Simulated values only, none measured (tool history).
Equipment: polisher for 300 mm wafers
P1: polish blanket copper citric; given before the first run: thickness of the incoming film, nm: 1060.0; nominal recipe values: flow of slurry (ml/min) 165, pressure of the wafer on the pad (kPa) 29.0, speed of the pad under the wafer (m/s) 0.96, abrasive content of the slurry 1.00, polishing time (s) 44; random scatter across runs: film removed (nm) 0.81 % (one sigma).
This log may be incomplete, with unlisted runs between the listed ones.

run	hour	flow of slurry (ml/min)	pressure of the wafer on the pad (kPa)	speed of the pad under the wafer (m/s)	abrasive content of the slurry	polishing time (s)	film removed (nm)
1	15.0	165	29.0	0.96	1.00	44	118.610
2	29.2	165	29.0	0.96	1.00	44	115.630
3	41.9	165	29.0	0.96	1.45	44	127.660
4	49.3	165	39.3	0.96	1.00	44	160.240
5	59.9	165	29.0	1.44	1.00	44	172.190
6	68.5	210	29.0	0.96	1.00	44	121.820
7	78.1	165	29.0	0.44	1.00	44	55.651
8	92.4	165	29.0	0.96	1.00	66	175.630
9	102.2	165	29.0	0.96	1.00	44	118.860
10	110.7	165	29.0	1.44	1.00	21	82.514
11	119.0	165	18.6	0.96	1.00	44	74.693
12	134.0	165	29.0	0.96	0.55	44	103.110
13	148.0	165	29.0	0.96	1.00	44	117.940
14	161.0	165	29.0	0.96	1.00	44	118.310
15	171.4	165	15.9	0.96	1.00	66	97.844
# hour 177.7: slurry nozzle cleaned
16	178.9	165	29.0	0.96	1.00	20	53.815
17	191.1	240	29.0	0.96	0.55	44	109.310

Run 18 has not been measured yet. What should we expect?
18	199.0	100	29.0	0.96	1.00	44	?

{"run 18": {"film removed (nm)": 105.35}}
